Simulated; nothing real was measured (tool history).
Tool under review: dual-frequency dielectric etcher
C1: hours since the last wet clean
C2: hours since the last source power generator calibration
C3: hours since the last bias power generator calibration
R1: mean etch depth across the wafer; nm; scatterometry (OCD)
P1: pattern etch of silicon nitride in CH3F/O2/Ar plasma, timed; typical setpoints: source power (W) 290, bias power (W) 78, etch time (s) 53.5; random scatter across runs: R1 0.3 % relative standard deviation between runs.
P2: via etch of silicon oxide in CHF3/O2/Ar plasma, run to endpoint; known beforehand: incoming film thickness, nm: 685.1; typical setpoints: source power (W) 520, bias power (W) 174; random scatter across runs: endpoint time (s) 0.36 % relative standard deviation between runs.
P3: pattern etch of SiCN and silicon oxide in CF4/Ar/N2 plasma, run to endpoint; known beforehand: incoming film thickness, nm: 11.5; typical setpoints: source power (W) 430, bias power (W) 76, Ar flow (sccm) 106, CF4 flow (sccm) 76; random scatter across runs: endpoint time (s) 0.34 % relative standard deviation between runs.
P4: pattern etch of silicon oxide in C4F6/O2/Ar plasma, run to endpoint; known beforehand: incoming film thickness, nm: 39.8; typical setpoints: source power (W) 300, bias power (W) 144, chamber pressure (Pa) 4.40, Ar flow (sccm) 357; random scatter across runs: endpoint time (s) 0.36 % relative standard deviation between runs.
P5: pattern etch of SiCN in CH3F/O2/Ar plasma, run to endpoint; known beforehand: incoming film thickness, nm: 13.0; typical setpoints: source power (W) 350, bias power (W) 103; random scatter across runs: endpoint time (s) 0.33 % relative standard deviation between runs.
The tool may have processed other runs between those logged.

run 1 hour=9.2 | process_that_ran=P1 source_power_(W)=290 bias_power_(W)=78 etch_time_(s)=53.5 | C1=179.1 C2=2094.3 C3=545.1 | R1=34.670
run 2 hour=17.3 | process_that_ran=P3 source_power_(W)=430 bias_power_(W)=76 Ar_flow_(sccm)=106 CF4_flow_(sccm)=45 | C1=187.2 C2=2102.4 C3=553.2 | endpoint_time_(s)=14.650
run 3 hour=27.9 | process_that_ran=P1 source_power_(W)=190 bias_power_(W)=78 etch_time_(s)=53.5 | C1=197.8 C2=2113.0 C3=563.8 | R1=29.416
run 4 hour=36.8 | process_that_ran=P5 source_power_(W)=350 bias_power_(W)=103 | C1=206.7 C2=2121.9 C3=572.7 | endpoint_time_(s)=31.569
run 5 hour=44.7 | process_that_ran=P5 source_power_(W)=350 bias_power_(W)=103 | C1=214.6 C2=2129.8 C3=580.6 | endpoint_time_(s)=31.530
-- hour=50.8 bias power generator calibrated
run 6 hour=53.4 | process_that_ran=P1 source_power_(W)=290 bias_power_(W)=101 etch_time_(s)=74.5 | C1=223.3 C2=2138.5 C3=2.6 | R1=52.807
run 7 hour=61.6 | process_that_ran=P4 source_power_(W)=300 bias_power_(W)=144 Ar_flow_(sccm)=357 chamber_pressure_(Pa)=4.40 | C1=231.5 C2=2146.7 C3=10.8 | endpoint_time_(s)=15.992
run 8 hour=70.3 | process_that_ran=P1 source_power_(W)=370 bias_power_(W)=78 etch_time_(s)=53.5 | C1=240.2 C2=2155.4 C3=19.5 | R1=37.816
run 9 hour=82.8 | process_that_ran=P4 source_power_(W)=300 bias_power_(W)=144 Ar_flow_(sccm)=357 chamber_pressure_(Pa)=5.40 | C1=252.7 C2=2167.9 C3=32.0 | endpoint_time_(s)=16.393
run 10 hour=91.5 | process_that_ran=P1 source_power_(W)=290 bias_power_(W)=78 etch_time_(s)=53.5 | C1=261.4 C2=2176.6 C3=40.7 | R1=34.232
run 11 hour=99.7 | process_that_ran=P1 source_power_(W)=290 bias_power_(W)=78 etch_time_(s)=53.5 | C1=269.6 C2=2184.8 C3=48.9 | R1=34.260
run 12 hour=107.2 | process_that_ran=P3 source_power_(W)=430 bias_power_(W)=76 Ar_flow_(sccm)=106 CF4_flow_(sccm)=76 | C1=277.1 C2=2192.3 C3=56.4 | endpoint_time_(s)=13.494
run 13 hour=120.1 | process_that_ran=P3 source_power_(W)=430 bias_power_(W)=76 Ar_flow_(sccm)=106 CF4_flow_(sccm)=76 | C1=290.0 C2=2205.2 C3=69.3 | endpoint_time_(s)=13.551
run 14 hour=129.5 | process_that_ran=P1 source_power_(W)=290 bias_power_(W)=78 etch_time_(s)=53.5 | C1=299.4 C2=2214.6 C3=78.7 | R1=34.581
run 15 hour=138.3 | process_that_ran=P3 source_power_(W)=340 bias_power_(W)=76 Ar_flow_(sccm)=106 CF4_flow_(sccm)=76 | C1=308.2 C2=2223.4 C3=87.5 | endpoint_time_(s)=16.606
run 16 hour=144.6 | process_that_ran=P4 source_power_(W)=300 bias_power_(W)=144 Ar_flow_(sccm)=233 chamber_pressure_(Pa)=4.40 | C1=314.5 C2=2229.7 C3=93.8 | endpoint_time_(s)=15.384
run 17 hour=151.8 | process_that_ran=P1 source_power_(W)=290 bias_power_(W)=52 etch_time_(s)=53.5 | C1=321.7 C2=2236.9 C3=101.0 | R1=30.065
run 18 hour=162.3 | process_that_ran=P1 source_power_(W)=290 bias_power_(W)=78 etch_time_(s)=53.5 | C1=332.2 C2=2247.4 C3=111.5 | R1=34.386
run 19 hour=171.5 | process_that_ran=P1 source_power_(W)=240 bias_power_(W)=78 etch_time_(s)=39.5 | C1=341.4 C2=2256.6 C3=120.7 | R1=23.719
run 20 hour=178.9 | process_that_ran=P2 source_power_(W)=520 bias_power_(W)=129 | C1=348.8 C2=2264.0 C3=128.1 | endpoint_time_(s)=405.580
run 21 hour=190.6 | process_that_ran=P3 source_power_(W)=430 bias_power_(W)=76 Ar_flow_(sccm)=139 CF4_flow_(sccm)=76 | C1=360.5 C2=2275.7 C3=139.8 | endpoint_time_(s)=14.179
run 22 hour=202.2 | process_that_ran=P2 source_power_(W)=660 bias_power_(W)=174 | C1=372.1 C2=2287.3 C3=151.4 | endpoint_time_(s)=337.090
run 23 hour=214.6 | process_that_ran=P4 source_power_(W)=400 bias_power_(W)=144 Ar_flow_(sccm)=357 chamber_pressure_(Pa)=4.40 | C1=384.5 C2=2299.7 C3=163.8 | endpoint_time_(s)=14.408
run 24 hour=226.4 | process_that_ran=P1 source_power_(W)=290 bias_power_(W)=108 etch_time_(s)=53.5 | C1=396.3 C2=2311.5 C3=175.6 | R1=38.957
run 25 hour=235.0 | process_that_ran=P3 source_power_(W)=430 bias_power_(W)=104 Ar_flow_(sccm)=106 CF4_flow_(sccm)=76 | C1=404.9 C2=2320.1 C3=184.2 | endpoint_time_(s)=12.044
run 26 hour=243.3 | process_that_ran=P1 source_power_(W)=290 bias_power_(W)=78 etch_time_(s)=53.5 | C1=413.2 C2=2328.4 C3=192.5 | R1=34.269
run 27 hour=254.8 | process_that_ran=P1 source_power_(W)=290 bias_power_(W)=78 etch_time_(s)=35.5 | C1=424.7 C2=2339.9 C3=204.0 | R1=22.877
run 28 hour=261.2 | process_that_ran=P4 source_power_(W)=300 bias_power_(W)=103 Ar_flow_(sccm)=357 chamber_pressure_(Pa)=4.40 | C1=431.1 C2=2346.3 C3=210.4 | endpoint_time_(s)=17.828
run 29 hour=267.6 | process_that_ran=P5 source_power_(W)=440 bias_power_(W)=103 | C1=437.5 C2=2352.7 C3=216.8 | endpoint_time_(s)=28.966
run 30 hour=273.3 | process_that_ran=P2 source_power_(W)=520 bias_power_(W)=174 | C1=443.2 C2=2358.4 C3=222.5 | endpoint_time_(s)=367.470
run 31 hour=281.2 | process_that_ran=P5 source_power_(W)=350 bias_power_(W)=67 | C1=451.1 C2=2366.3 C3=230.4 | endpoint_time_(s)=36.950
run 32 hour=293.5 | process_that_ran=P2 source_power_(W)=520 bias_power_(W)=174 | C1=463.4 C2=2378.6 C3=242.7 | endpoint_time_(s)=370.310
run 33 hour=304.3 | process_that_ran=P1 source_power_(W)=290 bias_power_(W)=78 etch_time_(s)=74.0 | C1=474.2 C2=2389.4 C3=253.5 | R1=47.630
run 34 hour=311.5 | process_that_ran=P1 source_power_(W)=290 bias_power_(W)=78 etch_time_(s)=53.5 | C1=481.4 C2=2396.6 C3=260.7 | R1=34.538
run 35 hour=322.9 | process_that_ran=P1 source_power_(W)=290 bias_power_(W)=78 etch_time_(s)=53.5 | C1=492.8 C2=2408.0 C3=272.1 | R1=34.749
run 36 hour=331.8 | process_that_ran=P1 source_power_(W)=290 bias_power_(W)=78 etch_time_(s)=53.5 | C1=501.7 C2=2416.9 C3=281.0 | R1=34.933
run 37 hour=338.3 | process_that_ran=P1 source_power_(W)=290 bias_power_(W)=78 etch_time_(s)=53.5 | C1=508.2 C2=2423.4 C3=287.5 | R1=34.865
run 38 hour=346.1 | process_that_ran=P1 source_power_(W)=290 bias_power_(W)=78 etch_time_(s)=53.5 | C1=516.0 C2=2431.2 C3=295.3 | R1=35.013
-- hour=353.9 wet clean of the chamber
run 39 hour=357.9 | process_that_ran=P1 source_power_(W)=290 bias_power_(W)=78 etch_time_(s)=53.5 | C1=4.0 C2=2443.0 C3=307.1 | R1=34.906
run 40 hour=370.8 | process_that_ran=P1 source_power_(W)=290 bias_power_(W)=78 etch_time_(s)=53.5 | C1=16.9 C2=2455.9 C3=320.0 | R1=34.922

Something has made what P1 gives creep away from where it was; the 2 causes below, each at its own stated size, fit the log equally well:
A: source power that arrives over what is set, % = 4.46
B: bias power that arrives over what is set, % = 4.67
At approximately hour 311.5, the process output began to creep.
Each remaining cause and why it is not a fit:
chamber walls in a state that raises the etch rate, %: serviced at hour 353.9, after the drift had started, without restoring the earlier output

Which of the check runs below tells the causes apart, meaning the causes would give it clearly different results? Each run uses 2 wafers whose results are averaged, and each result is shown as a question mark.
run check 1 hour=383.7 | process_that_ran=P5 source_power_(W)=350 bias_power_(W)=103 | endpoint_time_(s)=?
run check 2 hour=383.7 | process_that_ran=P3 source_power_(W)=430 bias_power_(W)=76 Ar_flow_(sccm)=106 CF4_flow_(sccm)=76 | endpoint_time_(s)=?
run check 3 hour=383.7 | process_that_ran=P4 source_power_(W)=300 bias_power_(W)=144 Ar_flow_(sccm)=357 chamber_pressure_(Pa)=4.40 | endpoint_time_(s)=?
run check 4 hour=383.7 | process_that_ran=P2 source_power_(W)=520 bias_power_(W)=174 | endpoint_time_(s)=?

What every check run would give for each of its results, assuming each possible cause in turn:
check=check_1 result=endpoint_time_(s) if_A=30.981 if_B=30.935
check=check_2 result=endpoint_time_(s) if_A=13.027 if_B=13.328
check=check_3 result=endpoint_time_(s) if_A=15.833 if_B=15.881
check=check_4 result=endpoint_time_(s) if_A=362.280 if_B=362.730
Gap, in per cent, between the two causes that each check separates least, read from the result that separates them most: check 1 0.15 %; check 2 2.28 %; check 3 0.3 %; check 4 0.12 %
The causes can be told apart only by check 2. The other checks would give nearly the same results under each of them.

Check 2 was carried out, with these results: endpoint time (s) 13.296. Which of the listed causes is responsible?

The cause is B: bias power that arrives over what is set, %.
